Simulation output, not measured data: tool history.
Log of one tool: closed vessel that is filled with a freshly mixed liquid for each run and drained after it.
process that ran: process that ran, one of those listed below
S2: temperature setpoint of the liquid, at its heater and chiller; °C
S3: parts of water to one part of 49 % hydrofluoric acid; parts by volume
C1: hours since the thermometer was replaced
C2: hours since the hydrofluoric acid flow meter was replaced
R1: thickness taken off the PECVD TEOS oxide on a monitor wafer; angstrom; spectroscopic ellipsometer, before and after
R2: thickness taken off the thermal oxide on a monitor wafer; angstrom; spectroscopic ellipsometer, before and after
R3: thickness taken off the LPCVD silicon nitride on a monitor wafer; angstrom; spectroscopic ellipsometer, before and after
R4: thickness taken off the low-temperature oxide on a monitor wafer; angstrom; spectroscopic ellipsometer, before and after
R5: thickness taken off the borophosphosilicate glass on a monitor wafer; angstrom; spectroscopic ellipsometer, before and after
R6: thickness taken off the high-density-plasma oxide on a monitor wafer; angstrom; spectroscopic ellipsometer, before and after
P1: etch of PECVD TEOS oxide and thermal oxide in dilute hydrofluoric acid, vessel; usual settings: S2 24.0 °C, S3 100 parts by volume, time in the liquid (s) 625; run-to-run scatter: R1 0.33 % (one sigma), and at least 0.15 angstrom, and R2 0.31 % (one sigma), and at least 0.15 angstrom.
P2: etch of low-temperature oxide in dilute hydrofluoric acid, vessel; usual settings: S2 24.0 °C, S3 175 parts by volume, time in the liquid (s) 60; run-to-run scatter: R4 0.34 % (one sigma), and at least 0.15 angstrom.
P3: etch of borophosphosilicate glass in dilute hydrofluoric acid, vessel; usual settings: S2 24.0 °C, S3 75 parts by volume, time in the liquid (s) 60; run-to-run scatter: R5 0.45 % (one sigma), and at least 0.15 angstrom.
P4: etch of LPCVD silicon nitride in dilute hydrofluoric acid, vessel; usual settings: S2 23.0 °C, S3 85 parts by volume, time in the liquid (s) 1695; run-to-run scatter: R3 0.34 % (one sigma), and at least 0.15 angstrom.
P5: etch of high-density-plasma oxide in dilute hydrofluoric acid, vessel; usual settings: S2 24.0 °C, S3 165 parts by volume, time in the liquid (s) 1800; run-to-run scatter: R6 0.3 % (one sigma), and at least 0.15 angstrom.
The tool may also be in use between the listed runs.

Run 1, hour 16.6: process that ran P1, S2 24.0 °C, S3 100 parts by volume, time in the liquid (s) 625; C1 739.1; C2 226.1. Result: R1 530.490 angstrom, R2 297.760 angstrom.
Run 2, hour 25.4: process that ran P4, S2 23.0 °C, S3 85 parts by volume, time in the liquid (s) 1695; C1 747.9; C2 234.9. Result: R3 97.892 angstrom.
Run 3, hour 38.6: process that ran P1, S2 20.5 °C, S3 100 parts by volume, time in the liquid (s) 60; C1 761.1; C2 248.1. Result: R1 43.904 angstrom, R2 24.552 angstrom.
Run 4, hour 56.1: process that ran P2, S2 24.0 °C, S3 175 parts by volume, time in the liquid (s) 60; C1 778.6; C2 265.6. Result: R4 76.689 angstrom.
Run 5, hour 66.8: process that ran P1, S2 31.0 °C, S3 100 parts by volume, time in the liquid (s) 625; C1 789.3; C2 276.3. Result: R1 691.880 angstrom, R2 388.530 angstrom.
Run 6, hour 83.2: process that ran P3, S2 24.0 °C, S3 75 parts by volume, time in the liquid (s) 60; C1 805.7; C2 292.7. Result: R5 290.23 angstrom.
Run 7, hour 95.5: process that ran P3, S2 24.0 °C, S3 140 parts by volume, time in the liquid (s) 60; C1 818.0; C2 305.0. Result: R5 143.63 angstrom.
Run 8, hour 112.2: process that ran P4, S2 23.0 °C, S3 85 parts by volume, time in the liquid (s) 260; C1 834.7; C2 321.7. Result: R3 15.429 angstrom.
Run 9, hour 128.9: process that ran P1, S2 24.0 °C, S3 100 parts by volume, time in the liquid (s) 130; C1 851.4; C2 338.4. Result: R1 111.010 angstrom, R2 61.083 angstrom.
Run 10, hour 141.9: process that ran P3, S2 24.0 °C, S3 75 parts by volume, time in the liquid (s) 60; C1 864.4; C2 351.4. Result: R5 290.24 angstrom.
Run 11, hour 156.1: process that ran P1, S2 24.0 °C, S3 100 parts by volume, time in the liquid (s) 625; C1 878.6; C2 365.6. Result: R1 526.790 angstrom, R2 296.370 angstrom.
Run 12, hour 167.0: process that ran P4, S2 19.5 °C, S3 85 parts by volume, time in the liquid (s) 1695; C1 889.5; C2 376.5. Result: R3 77.194 angstrom.
Run 13, hour 175.3: process that ran P3, S2 20.5 °C, S3 75 parts by volume, time in the liquid (s) 60; C1 897.8; C2 384.8. Result: R5 252.10 angstrom.
Run 14, hour 190.2: process that ran P2, S2 24.0 °C, S3 175 parts by volume, time in the liquid (s) 60; C1 912.7; C2 399.7. Result: R4 76.426 angstrom.
Run 15, hour 199.7: process that ran P1, S2 24.0 °C, S3 150 parts by volume, time in the liquid (s) 625; C1 922.2; C2 409.2. Result: R1 332.810 angstrom, R2 186.640 angstrom.
Run 16, hour 212.6: process that ran P1, S2 24.0 °C, S3 100 parts by volume, time in the liquid (s) 625; C1 935.1; C2 422.1. Result: R1 524.890 angstrom, R2 297.960 angstrom.
Run 17, hour 230.0: process that ran P5, S2 19.5 °C, S3 165 parts by volume, time in the liquid (s) 1800; C1 952.5; C2 439.5. Result: R6 424.3 angstrom.
Run 18, hour 241.0: process that ran P2, S2 24.0 °C, S3 175 parts by volume, time in the liquid (s) 30; C1 963.5; C2 450.5. Result: R4 38.517 angstrom.
Run 19, hour 258.5: process that ran P1, S2 19.0 °C, S3 100 parts by volume, time in the liquid (s) 625; C1 981.0; C2 468.0. Result: R1 435.210 angstrom, R2 242.470 angstrom.
Run 20, hour 276.4: process that ran P5, S2 24.0 °C, S3 35 parts by volume, time in the liquid (s) 1800; C1 998.9; C2 485.9. Result: R6 2801.2 angstrom.
At hour 291.0: thermometer replaced.
Run 21, hour 292.1: process that ran P3, S2 24.0 °C, S3 75 parts by volume, time in the liquid (s) 30; C1 1.2; C2 501.6. Result: R5 143.96 angstrom.
Run 22, hour 300.4: process that ran P1, S2 19.0 °C, S3 30 parts by volume, time in the liquid (s) 625; C1 9.5; C2 509.9. Result: R1 1561.200 angstrom, R2 874.960 angstrom.

Run 23 comes next. What will it give?
Run 23, hour 313.9: process that ran P2, S2 24.0 °C, S3 25 parts by volume, time in the liquid (s) 60; C1 23.0; C2 523.4. Result: R4 ?.

{"run 23": {"R4": 647.93}}

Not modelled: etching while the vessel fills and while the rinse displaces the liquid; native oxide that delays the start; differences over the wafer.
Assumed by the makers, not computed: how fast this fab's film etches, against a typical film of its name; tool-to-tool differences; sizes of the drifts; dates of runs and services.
